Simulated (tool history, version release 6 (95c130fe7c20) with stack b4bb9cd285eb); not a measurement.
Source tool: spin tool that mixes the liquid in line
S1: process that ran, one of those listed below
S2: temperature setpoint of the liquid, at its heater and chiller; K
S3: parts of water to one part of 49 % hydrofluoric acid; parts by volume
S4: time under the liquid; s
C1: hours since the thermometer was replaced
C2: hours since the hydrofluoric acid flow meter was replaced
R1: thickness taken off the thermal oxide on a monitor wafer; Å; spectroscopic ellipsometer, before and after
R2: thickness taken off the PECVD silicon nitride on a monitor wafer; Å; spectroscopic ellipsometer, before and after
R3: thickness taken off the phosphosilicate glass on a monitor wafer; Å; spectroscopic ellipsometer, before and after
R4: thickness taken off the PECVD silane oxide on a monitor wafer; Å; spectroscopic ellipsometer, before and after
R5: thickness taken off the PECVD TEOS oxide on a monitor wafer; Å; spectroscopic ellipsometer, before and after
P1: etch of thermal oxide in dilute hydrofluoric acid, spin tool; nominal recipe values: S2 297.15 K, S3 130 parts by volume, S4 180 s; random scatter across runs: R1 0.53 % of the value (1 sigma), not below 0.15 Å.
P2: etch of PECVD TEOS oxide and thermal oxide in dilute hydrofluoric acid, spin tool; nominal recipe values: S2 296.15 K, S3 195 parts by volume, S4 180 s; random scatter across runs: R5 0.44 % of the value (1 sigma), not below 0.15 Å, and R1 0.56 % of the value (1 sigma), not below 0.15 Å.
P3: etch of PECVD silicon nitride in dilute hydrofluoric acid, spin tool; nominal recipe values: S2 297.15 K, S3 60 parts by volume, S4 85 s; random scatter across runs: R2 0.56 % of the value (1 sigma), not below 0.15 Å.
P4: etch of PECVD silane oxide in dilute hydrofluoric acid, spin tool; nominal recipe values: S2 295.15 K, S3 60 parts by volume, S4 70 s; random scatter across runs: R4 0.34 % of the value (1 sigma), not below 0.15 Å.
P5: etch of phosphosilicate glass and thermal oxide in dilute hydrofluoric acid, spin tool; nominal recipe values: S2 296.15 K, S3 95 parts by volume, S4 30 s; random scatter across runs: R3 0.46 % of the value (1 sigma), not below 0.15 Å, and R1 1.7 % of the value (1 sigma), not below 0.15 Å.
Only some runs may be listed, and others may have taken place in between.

Run 1, day 0.400: S1 P1, S2 297.15 K, S3 130 parts by volume, S4 180 s; C1 756.1; C2 284.8. Result: R1 64.5150 Å.
Run 2, day 0.883: S1 P3, S2 297.15 K, S3 60 parts by volume, S4 15 s; C1 767.7; C2 296.4. Result: R2 8.2966 Å.
Run 3, day 1.375: S1 P1, S2 297.15 K, S3 215 parts by volume, S4 180 s; C1 779.5; C2 308.2. Result: R1 35.2380 Å.
Run 4, day 1.833: S1 P5, S2 296.15 K, S3 175 parts by volume, S4 30 s; C1 790.5; C2 319.2. Result: R1 6.8951 Å, R3 259.82 Å.
Run 5, day 2.246: S1 P1, S2 290.65 K, S3 130 parts by volume, S4 180 s; C1 800.4; C2 329.1. Result: R1 49.2920 Å.
Run 6, day 2.692: S1 P4, S2 295.15 K, S3 60 parts by volume, S4 70 s; C1 811.1; C2 339.8. Result: R4 522.37 Å.
Run 7, day 3.312: S1 P1, S2 297.15 K, S3 130 parts by volume, S4 180 s; C1 826.0; C2 354.7. Result: R1 63.2670 Å.
Run 8, day 3.817: S1 P1, S2 297.15 K, S3 130 parts by volume, S4 180 s; C1 838.1; C2 366.8. Result: R1 64.0620 Å.
Run 9, day 4.254: S1 P1, S2 297.15 K, S3 130 parts by volume, S4 180 s; C1 848.6; C2 377.3. Result: R1 63.6660 Å.
Run 10, day 4.658: S1 P1, S2 305.15 K, S3 130 parts by volume, S4 180 s; C1 858.3; C2 387.0. Result: R1 86.1140 Å.
Run 11, day 5.071: S1 P5, S2 290.65 K, S3 95 parts by volume, S4 30 s; C1 868.2; C2 396.9. Result: R1 10.9040 Å, R3 416.13 Å.
Run 12, day 5.354: S1 P2, S2 290.15 K, S3 195 parts by volume, S4 180 s; C1 875.0; C2 403.7. Result: R1 28.4620 Å, R5 59.877 Å.
Run 13, day 5.746: S1 P5, S2 296.15 K, S3 95 parts by volume, S4 30 s; C1 884.4; C2 413.1. Result: R1 14.4050 Å, R3 520.89 Å.
Run 14, day 6.117: S1 P2, S2 296.15 K, S3 195 parts by volume, S4 30 s; C1 893.3; C2 422.0. Result: R1 5.9318 Å, R5 12.716 Å.
Run 15, day 6.767: S1 P1, S2 297.15 K, S3 130 parts by volume, S4 15 s; C1 908.9; C2 437.6. Result: R1 5.6791 Å.
Run 16, day 7.208: S1 P1, S2 297.15 K, S3 75 parts by volume, S4 180 s; C1 919.5; C2 448.2. Result: R1 118.4100 Å.
Run 17, day 7.721: S1 P3, S2 302.15 K, S3 60 parts by volume, S4 85 s; C1 931.8; C2 460.5. Result: R2 64.6370 Å.
Run 18, day 8.146: S1 P2, S2 296.15 K, S3 85 parts by volume, S4 180 s; C1 942.0; C2 470.7. Result: R1 93.3630 Å, R5 194.470 Å.
Run 19, day 8.567: S1 P1, S2 297.15 K, S3 130 parts by volume, S4 285 s; C1 952.1; C2 480.8. Result: R1 100.9800 Å.
Run 20, day 8.958: S1 P3, S2 297.15 K, S3 60 parts by volume, S4 85 s; C1 961.5; C2 490.2. Result: R2 46.7420 Å.
Run 21, day 9.275: S1 P1, S2 303.65 K, S3 85 parts by volume, S4 180 s; C1 969.1; C2 497.8. Result: R1 132.5200 Å.
Run 22, day 9.725: S1 P4, S2 299.65 K, S3 60 parts by volume, S4 70 s; C1 979.9; C2 508.6. Result: R4 626.99 Å.
Run 23, day 10.325: S1 P4, S2 295.15 K, S3 60 parts by volume, S4 70 s; C1 994.3; C2 523.0. Result: R4 522.58 Å.
Run 24, day 10.662: S1 P1, S2 292.65 K, S3 130 parts by volume, S4 80 s; C1 1002.4; C2 531.1. Result: R1 24.0070 Å.
Run 25, day 11.133: S1 P4, S2 295.15 K, S3 60 parts by volume, S4 15 s; C1 1013.7; C2 542.4. Result: R4 111.90 Å.
Run 26, day 11.417: S1 P4, S2 295.15 K, S3 110 parts by volume, S4 70 s; C1 1020.5; C2 549.2. Result: R4 269.63 Å.
Run 27, day 11.812: S1 P5, S2 296.15 K, S3 95 parts by volume, S4 30 s; C1 1030.0; C2 558.7. Result: R1 13.6170 Å, R3 515.36 Å.
Run 28, day 12.308: S1 P3, S2 297.15 K, S3 60 parts by volume, S4 85 s; C1 1041.9; C2 570.6. Result: R2 46.7040 Å.
Run 29, day 12.821: S1 P5, S2 296.15 K, S3 95 parts by volume, S4 60 s; C1 1054.2; C2 582.9. Result: R1 28.8120 Å, R3 1037.70 Å.
Run 30, day 13.404: S1 P2, S2 296.15 K, S3 195 parts by volume, S4 180 s; C1 1068.2; C2 596.9. Result: R1 35.6270 Å, R5 75.450 Å.
Run 31, day 13.688: S1 P1, S2 297.15 K, S3 130 parts by volume, S4 180 s; C1 1075.0; C2 603.7. Result: R1 63.5660 Å.
Run 32, day 14.208: S1 P3, S2 297.15 K, S3 20 parts by volume, S4 85 s; C1 1087.5; C2 616.2. Result: R2 136.2500 Å.
Run 33, day 14.658: S1 P1, S2 297.15 K, S3 130 parts by volume, S4 180 s; C1 1098.3; C2 627.0. Result: R1 63.7550 Å.
Run 34, day 15.279: S1 P1, S2 297.15 K, S3 130 parts by volume, S4 180 s; C1 1113.2; C2 641.9. Result: R1 62.2010 Å.
Run 35, day 15.800: S1 P1, S2 297.15 K, S3 130 parts by volume, S4 180 s; C1 1125.7; C2 654.4. Result: R1 60.4730 Å.
Run 36, day 16.296: S1 P1, S2 297.15 K, S3 130 parts by volume, S4 180 s; C1 1137.6; C2 666.3. Result: R1 59.8480 Å.
Run 37, day 16.817: S1 P1, S2 297.15 K, S3 130 parts by volume, S4 180 s; C1 1150.1; C2 678.8. Result: R1 59.4760 Å.
Run 38, day 17.292: S1 P1, S2 297.15 K, S3 130 parts by volume, S4 180 s; C1 1161.5; C2 690.2. Result: R1 59.8430 Å.
Run 39, day 17.721: S1 P1, S2 297.15 K, S3 130 parts by volume, S4 180 s; C1 1171.8; C2 700.5. Result: R1 59.7420 Å.
Run 40, day 18.038: S1 P1, S2 297.15 K, S3 130 parts by volume, S4 180 s; C1 1179.4; C2 708.1. Result: R1 59.5270 Å.

Something has made what P1 gives creep away from where it was; the 2 causes below, each at its own stated size, fit the log equally well:
A: hydrofluoric acid flow below the setpoint (%) = 6.01
B: liquid colder than its thermometer reads (K) = 1.84
The drift started at roughly day 14.658.

Which of the check runs below tells the causes apart, meaning the causes would give it clearly different results? Each run uses 2 wafers whose results are averaged, and each result is shown as a question mark.
Run check 1, day 18.354: S1 P3, S2 300.65 K, S3 60 parts by volume, S4 25 s. Result: R2 ?.
Run check 2, day 18.354: S1 P2, S2 290.15 K, S3 130 parts by volume, S4 180 s. Result: R1 ?, R5 ?.
Run check 3, day 18.354: S1 P5, S2 293.15 K, S3 150 parts by volume, S4 30 s. Result: R1 ?, R3 ?.
Run check 4, day 18.354: S1 P4, S2 298.15 K, S3 95 parts by volume, S4 70 s. Result: R4 ?.

Predicted outcomes, by check and by cause:
  check  result     if A     if B
check 1      R2  16.3330  15.3860
check 2      R1  42.1770  41.8930
check 2      R5   88.713   88.115
check 3      R1   7.0532   7.0391
check 3      R3   255.45   254.94
check 4      R4   332.93   331.76
Minimum pairwise separation of causes per check, each pair taken at its best-separating result: check 1 5.97 %; check 2 0.68 %; check 3 0.2 %; check 4 0.35 %
Check 1 distinguishes between the causes, while the remaining checks would return nearly the same result for all of them.

Then check 1 was run and gave: R2 15.4390 Å. Which cause is it?

The cause is B: liquid colder than its thermometer reads (K).
